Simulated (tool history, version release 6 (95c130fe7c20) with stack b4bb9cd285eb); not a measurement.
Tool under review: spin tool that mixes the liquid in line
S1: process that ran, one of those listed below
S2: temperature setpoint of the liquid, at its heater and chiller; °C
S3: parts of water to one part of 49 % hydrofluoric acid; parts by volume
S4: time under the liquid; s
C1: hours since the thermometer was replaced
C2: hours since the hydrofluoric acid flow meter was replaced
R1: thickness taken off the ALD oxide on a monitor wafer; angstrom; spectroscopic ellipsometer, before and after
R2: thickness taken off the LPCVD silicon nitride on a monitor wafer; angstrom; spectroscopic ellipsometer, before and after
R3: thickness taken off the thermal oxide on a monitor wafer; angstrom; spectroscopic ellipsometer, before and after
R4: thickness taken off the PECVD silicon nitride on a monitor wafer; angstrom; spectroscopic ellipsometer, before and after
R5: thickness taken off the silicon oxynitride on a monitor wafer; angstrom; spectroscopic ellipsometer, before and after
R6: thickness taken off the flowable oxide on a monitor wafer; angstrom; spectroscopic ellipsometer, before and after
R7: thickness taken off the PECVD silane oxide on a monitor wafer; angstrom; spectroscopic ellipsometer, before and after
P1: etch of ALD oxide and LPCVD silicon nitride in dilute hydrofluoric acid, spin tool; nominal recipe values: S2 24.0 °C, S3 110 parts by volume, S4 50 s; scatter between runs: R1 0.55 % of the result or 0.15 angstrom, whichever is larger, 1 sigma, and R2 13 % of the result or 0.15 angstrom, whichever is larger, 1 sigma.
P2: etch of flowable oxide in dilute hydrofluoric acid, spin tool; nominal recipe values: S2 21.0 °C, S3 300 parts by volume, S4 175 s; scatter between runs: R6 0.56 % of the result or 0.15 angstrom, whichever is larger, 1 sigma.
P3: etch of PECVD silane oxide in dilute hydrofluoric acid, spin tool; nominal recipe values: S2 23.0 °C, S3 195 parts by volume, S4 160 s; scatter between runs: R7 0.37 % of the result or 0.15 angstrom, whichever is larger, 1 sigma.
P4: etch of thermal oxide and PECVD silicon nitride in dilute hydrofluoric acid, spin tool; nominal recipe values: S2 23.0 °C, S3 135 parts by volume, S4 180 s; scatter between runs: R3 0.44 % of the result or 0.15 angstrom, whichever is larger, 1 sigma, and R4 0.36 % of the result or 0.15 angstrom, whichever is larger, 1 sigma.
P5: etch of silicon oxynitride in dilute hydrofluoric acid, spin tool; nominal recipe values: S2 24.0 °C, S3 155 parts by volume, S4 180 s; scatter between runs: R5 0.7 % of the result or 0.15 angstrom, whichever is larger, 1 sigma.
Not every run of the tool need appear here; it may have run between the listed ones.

| run | day | S1 | S2 | S3 | S4 | C1 | C2 | R1 | R2 | R3 | R4 | R5 | R6 | R7 |
|---|---|---|---|---|---|---|---|---|---|---|---|---|---|---|
| 1 | 0.512 | P1 | 24.0 | 110 | 50 | 1212.7 | 1466.1 | 77.959 | 2.16550 |  |  |  |  |  |
| 2 | 1.075 | P4 | 23.0 | 135 | 80 | 1226.2 | 1479.6 |  |  | 26.179 | 30.977 |  |  |  |
| 3 | 1.508 | P4 | 23.0 | 135 | 180 | 1236.6 | 1490.0 |  |  | 58.569 | 69.600 |  |  |  |
| 4 | 1.829 | P1 | 20.0 | 110 | 50 | 1244.3 | 1497.7 | 66.610 | 1.65720 |  |  |  |  |  |
| 5 | 2.212 | P1 | 30.0 | 110 | 50 | 1253.5 | 1506.9 | 97.962 | 3.07180 |  |  |  |  |  |
| 6 | 2.779 | P5 | 24.0 | 155 | 310 | 1267.1 | 1520.5 |  |  |  |  | 67.994 |  |  |
| 7 | 3.179 | P1 | 24.0 | 110 | 50 | 1276.7 | 1530.1 | 77.790 | 1.91110 |  |  |  |  |  |
| 8 | 3.475 | P5 | 24.0 | 80 | 180 | 1283.8 | 1537.2 |  |  |  |  | 80.856 |  |  |
| 9 | 3.883 | P5 | 28.5 | 155 | 180 | 1293.6 | 1547.0 |  |  |  |  | 48.606 |  |  |
| 10 | 4.158 | P1 | 32.0 | 110 | 15 | 1300.2 | 1553.6 | 31.540 | 0.92385 |  |  |  |  |  |
| 11 | 4.450 | P1 | 29.0 | 160 | 50 | 1307.2 | 1560.6 | 61.521 | 1.62780 |  |  |  |  |  |
| 12 | 5.000 | P1 | 24.0 | 110 | 50 | 1320.4 | 1573.8 | 77.958 | 1.76820 |  |  |  |  |  |
| 13 | 5.400 | P2 | 21.0 | 150 | 175 | 1330.0 | 1583.4 |  |  |  |  |  | 399.910 |  |
| 14 | 5.671 | P2 | 21.0 | 300 | 85 | 1336.5 | 1589.9 |  |  |  |  |  | 84.584 |  |
| 15 | 6.192 | P1 | 24.0 | 110 | 80 | 1349.0 | 1602.4 | 124.470 | 2.63870 |  |  |  |  |  |
| 16 | 6.679 | P1 | 24.0 | 160 | 50 | 1360.7 | 1614.1 | 50.823 | 1.36700 |  |  |  |  |  |
| 17 | 7.042 | P3 | 23.0 | 195 | 160 | 1369.4 | 1622.8 |  |  |  |  |  |  | 108.110 |
| 18 | 7.358 | P3 | 17.5 | 195 | 160 | 1377.0 | 1630.4 |  |  |  |  |  |  | 87.144 |
| 19 | 7.667 | P4 | 23.0 | 215 | 180 | 1384.4 | 1637.8 |  |  | 33.901 | 43.818 |  |  |  |
| 20 | 7.996 | P3 | 23.0 | 195 | 55 | 1392.3 | 1645.7 |  |  |  |  |  |  | 37.456 |
| 21 | 8.412 | P5 | 24.0 | 155 | 180 | 1402.3 | 1655.7 |  |  |  |  | 39.383 |  |  |
| 22 | 8.867 | P1 | 30.0 | 195 | 50 | 1413.2 | 1666.6 | 49.330 | 1.39430 |  |  |  |  |  |
| 23 | 9.233 | P5 | 24.0 | 155 | 180 | 1422.0 | 1675.4 |  |  |  |  | 39.046 |  |  |
| 24 | 9.546 | P4 | 19.5 | 135 | 180 | 1429.5 | 1682.9 |  |  | 51.532 | 54.920 |  |  |  |
| 25 | 10.046 | P1 | 24.0 | 110 | 15 | 1441.5 | 1694.9 | 23.833 | 0.53099 |  |  |  |  |  |
| 26 | 10.342 | P3 | 23.0 | 100 | 160 | 1448.6 | 1702.0 |  |  |  |  |  |  | 235.000 |
| 27 | 10.596 | P1 | 24.0 | 110 | 50 | 1454.7 | 1708.1 | 77.929 | 2.01430 |  |  |  |  |  |
| 28 | 11.054 | P2 | 17.0 | 300 | 175 | 1465.7 | 1719.1 |  |  |  |  |  | 148.710 |  |
| 29 | 11.421 | P1 | 24.0 | 55 | 50 | 1474.5 | 1727.9 | 168.790 | 4.26800 |  |  |  |  |  |
| 30 | 11.975 | P2 | 21.0 | 300 | 175 | 1487.8 | 1741.2 |  |  |  |  |  | 171.860 |  |
| 31 | 12.362 | P4 | 23.0 | 135 | 180 | 1497.1 | 1750.5 |  |  | 59.091 | 69.365 |  |  |  |
| 32 | 12.667 | P2 | 21.0 | 300 | 175 | 1504.4 | 1757.8 |  |  |  |  |  | 172.460 |  |
| 33 | 13.196 | P1 | 24.0 | 110 | 50 | 1517.1 | 1770.5 | 78.665 | 1.84100 |  |  |  |  |  |
| 34 | 13.712 | P1 | 24.0 | 110 | 50 | 1529.5 | 1782.9 | 76.738 | 1.84450 |  |  |  |  |  |
| 35 | 13.988 | P1 | 24.0 | 110 | 50 | 1536.1 | 1789.5 | 75.459 | 1.50890 |  |  |  |  |  |
| 36 | 14.288 | P1 | 24.0 | 110 | 50 | 1543.3 | 1796.7 | 74.993 | 1.31270 |  |  |  |  |  |
| 37 | 14.604 | P1 | 24.0 | 110 | 50 | 1550.9 | 1804.3 | 73.757 | 1.88790 |  |  |  |  |  |
| 38 | 15.083 | P1 | 24.0 | 110 | 50 | 1562.4 | 1815.8 | 73.819 | 1.95600 |  |  |  |  |  |
| 39 | 15.546 | P1 | 24.0 | 110 | 50 | 1573.5 | 1826.9 | 72.954 | 1.59660 |  |  |  |  |  |
| 40 | 15.883 | P1 | 24.0 | 110 | 50 | 1581.6 | 1835.0 | 73.347 | 1.58490 |  |  |  |  |  |
| 41 | 16.388 | P1 | 24.0 | 110 | 50 | 1593.7 | 1847.1 | 72.436 | 1.55930 |  |  |  |  |  |
| 42 | 16.717 | P1 | 24.0 | 110 | 50 | 1601.6 | 1855.0 | 72.383 | 1.86920 |  |  |  |  |  |
| 43 | 17.279 | P1 | 24.0 | 110 | 50 | 1615.1 | 1868.5 | 72.696 | 2.09790 |  |  |  |  |  |

The output of P1 has drifted from where it used to be. Each of the 2 causes below, taken at the size shown beside it, accounts for the log equally well:
A: hydrofluoric acid flow below the setpoint (%) = 6.2
B: liquid colder than its thermometer reads (K) = 1.84
The process output started creeping at around day 13.196.

Of the 4 check runs listed below, each run on one wafer and each result written as a question mark, which would let you distinguish the listed causes because they would give clearly different results?
| check 1 | 17.842 | P5 | 27.5 | 155 | 180 |  |  |  |  |  |  | ? |  |  |
| check 2 | 17.842 | P2 | 17.5 | 300 | 175 |  |  |  |  |  |  |  | ? |  |
| check 3 | 17.842 | P3 | 18.0 | 195 | 70 |  |  |  |  |  |  |  |  | ? |
| check 4 | 17.842 | P4 | 20.0 | 135 | 180 |  |  |  |  | ? | ? |  |  |  |

Predicted outcomes, by check and by cause:
| check | result | if A | if B |
|---|---|---|---|
| check 1 | R5 | 42.662 | 42.277 |
| check 2 | R6 | 139.850 | 141.340 |
| check 3 | R7 | 36.109 | 36.202 |
| check 4 | R3 | 48.707 | 48.650 |
| check 4 | R4 | 53.561 | 50.330 |
How far apart the two closest causes lie, in the result that separates them most: check 1 0.91 %; check 2 1.06 %; check 3 0.25 %; check 4 6.22 %
Only in check 4 would the causes give clearly different results; in the remaining checks their results would be nearly the same.

Then check 4 was run and gave: R3 48.243 angstrom; R4 50.591 angstrom. Which cause is it?

The cause is B: liquid colder than its thermometer reads (K).
